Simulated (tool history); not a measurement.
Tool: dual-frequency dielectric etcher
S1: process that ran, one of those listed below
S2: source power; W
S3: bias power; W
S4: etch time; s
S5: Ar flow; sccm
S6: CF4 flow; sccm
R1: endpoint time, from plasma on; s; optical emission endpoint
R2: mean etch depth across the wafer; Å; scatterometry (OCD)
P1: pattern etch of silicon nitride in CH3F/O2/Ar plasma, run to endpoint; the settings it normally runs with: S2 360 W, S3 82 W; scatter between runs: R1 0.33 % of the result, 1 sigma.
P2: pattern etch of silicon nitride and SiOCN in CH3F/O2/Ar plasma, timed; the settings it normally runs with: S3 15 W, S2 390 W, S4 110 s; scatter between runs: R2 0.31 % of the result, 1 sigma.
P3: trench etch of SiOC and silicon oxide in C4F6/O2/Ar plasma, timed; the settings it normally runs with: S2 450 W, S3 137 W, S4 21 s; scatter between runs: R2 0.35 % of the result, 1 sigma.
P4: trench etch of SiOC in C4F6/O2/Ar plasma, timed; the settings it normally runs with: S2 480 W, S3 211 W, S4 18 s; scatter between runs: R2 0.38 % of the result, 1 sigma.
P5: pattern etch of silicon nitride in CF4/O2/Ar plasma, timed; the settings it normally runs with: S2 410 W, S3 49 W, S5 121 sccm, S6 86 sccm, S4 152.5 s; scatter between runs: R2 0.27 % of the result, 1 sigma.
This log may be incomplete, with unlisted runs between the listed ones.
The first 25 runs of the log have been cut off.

{"run": 26, "day": 13.288, "S1": "P1", "S2": 360, "S3": 82, "R1": 40.853}
{"run": 27, "day": 13.708, "S1": "P4", "S2": 480, "S3": 259, "S4": 18, "R2": 451.25}
{"run": 28, "day": 14.083, "S1": "P1", "S2": 460, "S3": 82, "R1": 37.303}
{"run": 29, "day": 14.617, "S1": "P1", "S2": 360, "S3": 82, "R1": 41.05}
{"run": 30, "day": 15.133, "S1": "P3", "S2": 340, "S3": 137, "S4": 21, "R2": 358.18}
{"run": 31, "day": 15.658, "S1": "P1", "S2": 240, "S3": 61, "R1": 52.676}
{"run": 32, "day": 16.267, "S1": "P2", "S2": 240, "S3": 15, "S4": 110, "R2": 102.4}
{"run": 33, "day": 16.804, "S1": "P1", "S2": 360, "S3": 82, "R1": 40.855}
{"run": 34, "day": 17.433, "S1": "P1", "S2": 360, "S3": 82, "R1": 40.635}
{"run": 35, "day": 17.754, "S1": "P1", "S2": 360, "S3": 82, "R1": 40.55}
{"day": 18.158, "done": "wet clean of the chamber"}
{"run": 36, "day": 18.367, "S1": "P1", "S2": 360, "S3": 82, "R1": 40.406}
{"run": 37, "day": 18.817, "S1": "P1", "S2": 360, "S3": 82, "R1": 40.544}
{"run": 38, "day": 19.371, "S1": "P1", "S2": 360, "S3": 82, "R1": 40.511}
{"run": 39, "day": 19.758, "S1": "P1", "S2": 360, "S3": 82, "R1": 40.596}

Estimate the outcome of run 40 from the log above:
{"run": 40, "day": 20.188, "S1": "P1", "S2": 360, "S3": 82, "R1": "?"}

{"run 40": {"R1": 40.137}}
